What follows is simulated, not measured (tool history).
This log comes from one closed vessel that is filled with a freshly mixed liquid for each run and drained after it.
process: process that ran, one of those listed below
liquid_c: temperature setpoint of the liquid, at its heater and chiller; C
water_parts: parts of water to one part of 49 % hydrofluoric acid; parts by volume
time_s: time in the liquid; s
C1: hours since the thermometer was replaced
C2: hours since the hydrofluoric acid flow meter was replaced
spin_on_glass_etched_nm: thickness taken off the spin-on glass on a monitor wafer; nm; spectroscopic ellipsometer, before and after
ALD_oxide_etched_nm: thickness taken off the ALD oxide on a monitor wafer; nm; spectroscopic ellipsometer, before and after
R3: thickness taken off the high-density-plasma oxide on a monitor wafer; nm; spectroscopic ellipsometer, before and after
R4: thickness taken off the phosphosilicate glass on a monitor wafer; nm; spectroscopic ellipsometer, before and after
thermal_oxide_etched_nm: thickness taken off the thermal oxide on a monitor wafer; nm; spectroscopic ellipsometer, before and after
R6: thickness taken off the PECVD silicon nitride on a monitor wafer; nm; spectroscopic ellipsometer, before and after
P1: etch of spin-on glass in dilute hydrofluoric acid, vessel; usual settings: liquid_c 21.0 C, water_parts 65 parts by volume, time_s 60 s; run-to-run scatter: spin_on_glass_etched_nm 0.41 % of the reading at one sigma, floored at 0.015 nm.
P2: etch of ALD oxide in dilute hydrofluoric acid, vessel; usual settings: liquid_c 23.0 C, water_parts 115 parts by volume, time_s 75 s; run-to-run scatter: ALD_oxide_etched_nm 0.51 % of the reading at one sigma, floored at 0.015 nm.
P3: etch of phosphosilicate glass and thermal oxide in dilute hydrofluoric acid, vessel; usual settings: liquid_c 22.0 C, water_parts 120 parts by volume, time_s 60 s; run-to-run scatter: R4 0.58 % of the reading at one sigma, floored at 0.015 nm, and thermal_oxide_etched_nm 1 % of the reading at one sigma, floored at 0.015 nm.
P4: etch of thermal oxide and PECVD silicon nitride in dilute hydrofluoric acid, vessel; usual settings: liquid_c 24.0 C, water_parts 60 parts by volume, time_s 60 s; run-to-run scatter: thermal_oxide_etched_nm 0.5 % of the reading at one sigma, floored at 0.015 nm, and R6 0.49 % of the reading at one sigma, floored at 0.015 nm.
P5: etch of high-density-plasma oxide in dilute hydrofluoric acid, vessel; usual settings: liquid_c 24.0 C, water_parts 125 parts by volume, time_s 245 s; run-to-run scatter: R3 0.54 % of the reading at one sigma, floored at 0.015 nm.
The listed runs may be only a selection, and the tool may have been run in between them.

Run 1, hour 7.7: process P1, liquid_c 21.0 C, water_parts 65 parts by volume, time_s 60 s; C1 977.5; C2 456.4. Result: spin_on_glass_etched_nm 41.277 nm.
Run 2, hour 12.5: process P2, liquid_c 23.0 C, water_parts 115 parts by volume, time_s 75 s; C1 982.3; C2 461.2. Result: ALD_oxide_etched_nm 9.2156 nm.
Run 3, hour 18.0: process P5, liquid_c 24.0 C, water_parts 125 parts by volume, time_s 245 s; C1 987.8; C2 466.7. Result: R3 16.357 nm.
Run 4, hour 23.8: process P1, liquid_c 21.0 C, water_parts 30 parts by volume, time_s 60 s; C1 993.6; C2 472.5. Result: spin_on_glass_etched_nm 93.140 nm.
Run 5, hour 34.6: process P1, liquid_c 21.0 C, water_parts 65 parts by volume, time_s 60 s; C1 1004.4; C2 483.3. Result: spin_on_glass_etched_nm 40.961 nm.
Run 6, hour 42.2: process P1, liquid_c 28.5 C, water_parts 65 parts by volume, time_s 30 s; C1 1012.0; C2 490.9. Result: spin_on_glass_etched_nm 27.811 nm.
Run 7, hour 48.3: process P2, liquid_c 23.0 C, water_parts 115 parts by volume, time_s 35 s; C1 1018.1; C2 497.0. Result: ALD_oxide_etched_nm 4.3110 nm.
Run 8, hour 57.3: process P3, liquid_c 22.0 C, water_parts 120 parts by volume, time_s 30 s; C1 1027.1; C2 506.0. Result: R4 22.254 nm, thermal_oxide_etched_nm 1.0568 nm.
Run 9, hour 63.8: process P3, liquid_c 22.0 C, water_parts 120 parts by volume, time_s 60 s; C1 1033.6; C2 512.5. Result: R4 44.857 nm, thermal_oxide_etched_nm 2.1592 nm.
Run 10, hour 71.6: process P4, liquid_c 24.0 C, water_parts 60 parts by volume, time_s 60 s; C1 1041.4; C2 520.3. Result: thermal_oxide_etched_nm 5.1373 nm, R6 5.6952 nm.
Run 11, hour 77.3: process P3, liquid_c 27.0 C, water_parts 120 parts by volume, time_s 60 s; C1 1047.1; C2 526.0. Result: R4 54.480 nm, thermal_oxide_etched_nm 2.6246 nm.
Run 12, hour 83.2: process P1, liquid_c 28.0 C, water_parts 65 parts by volume, time_s 105 s; C1 1053.0; C2 531.9. Result: spin_on_glass_etched_nm 95.034 nm.
Run 13, hour 89.3: process P2, liquid_c 23.0 C, water_parts 20 parts by volume, time_s 75 s; C1 1059.1; C2 538.0. Result: ALD_oxide_etched_nm 60.2860 nm.
Run 14, hour 95.8: process P3, liquid_c 22.0 C, water_parts 20 parts by volume, time_s 60 s; C1 1065.6; C2 544.5. Result: R4 302.440 nm, thermal_oxide_etched_nm 14.5430 nm.
Run 15, hour 106.0: process P1, liquid_c 21.0 C, water_parts 65 parts by volume, time_s 35 s; C1 1075.8; C2 554.7. Result: spin_on_glass_etched_nm 23.998 nm.
Run 16, hour 112.6: process P1, liquid_c 21.0 C, water_parts 65 parts by volume, time_s 105 s; C1 1082.4; C2 561.3. Result: spin_on_glass_etched_nm 71.957 nm.
Run 17, hour 121.4: process P2, liquid_c 27.5 C, water_parts 115 parts by volume, time_s 75 s; C1 1091.2; C2 570.1. Result: ALD_oxide_etched_nm 10.9680 nm.
Run 18, hour 129.1: process P1, liquid_c 21.0 C, water_parts 115 parts by volume, time_s 60 s; C1 1098.9; C2 577.8. Result: spin_on_glass_etched_nm 21.796 nm.
Run 19, hour 139.2: process P1, liquid_c 27.5 C, water_parts 65 parts by volume, time_s 60 s; C1 1109.0; C2 587.9. Result: spin_on_glass_etched_nm 53.659 nm.
Run 20, hour 149.7: process P1, liquid_c 21.0 C, water_parts 65 parts by volume, time_s 60 s; C1 1119.5; C2 598.4. Result: spin_on_glass_etched_nm 41.164 nm.
Run 21, hour 156.3: process P4, liquid_c 30.0 C, water_parts 60 parts by volume, time_s 60 s; C1 1126.1; C2 605.0. Result: thermal_oxide_etched_nm 6.5640 nm, R6 8.4398 nm.
Run 22, hour 161.1: process P5, liquid_c 20.0 C, water_parts 125 parts by volume, time_s 245 s; C1 1130.9; C2 609.8. Result: R3 13.888 nm.
Run 23, hour 167.6: process P1, liquid_c 21.0 C, water_parts 65 parts by volume, time_s 60 s; C1 1137.4; C2 616.3. Result: spin_on_glass_etched_nm 41.107 nm.
Run 24, hour 173.7: process P5, liquid_c 24.0 C, water_parts 125 parts by volume, time_s 245 s; C1 1143.5; C2 622.4. Result: R3 16.248 nm.
Run 25, hour 181.1: process P4, liquid_c 24.0 C, water_parts 60 parts by volume, time_s 30 s; C1 1150.9; C2 629.8. Result: thermal_oxide_etched_nm 2.5827 nm, R6 2.8408 nm.
Run 26, hour 187.5: process P4, liquid_c 24.0 C, water_parts 60 parts by volume, time_s 60 s; C1 1157.3; C2 636.2. Result: thermal_oxide_etched_nm 5.1381 nm, R6 5.7125 nm.
Run 27, hour 197.6: process P5, liquid_c 24.0 C, water_parts 125 parts by volume, time_s 445 s; C1 1167.4; C2 646.3. Result: R3 29.515 nm.
Run 28, hour 208.5: process P2, liquid_c 23.0 C, water_parts 115 parts by volume, time_s 75 s; C1 1178.3; C2 657.2. Result: ALD_oxide_etched_nm 9.2427 nm.

The next listed run, before its measurement:
Run 29, hour 215.9: process P3, liquid_c 22.0 C, water_parts 120 parts by volume, time_s 60 s; C1 1185.7; C2 664.6. Result: R4 ?, thermal_oxide_etched_nm ?.

{"run 29": {"R4": 44.545, "thermal_oxide_etched_nm": 2.1268}}

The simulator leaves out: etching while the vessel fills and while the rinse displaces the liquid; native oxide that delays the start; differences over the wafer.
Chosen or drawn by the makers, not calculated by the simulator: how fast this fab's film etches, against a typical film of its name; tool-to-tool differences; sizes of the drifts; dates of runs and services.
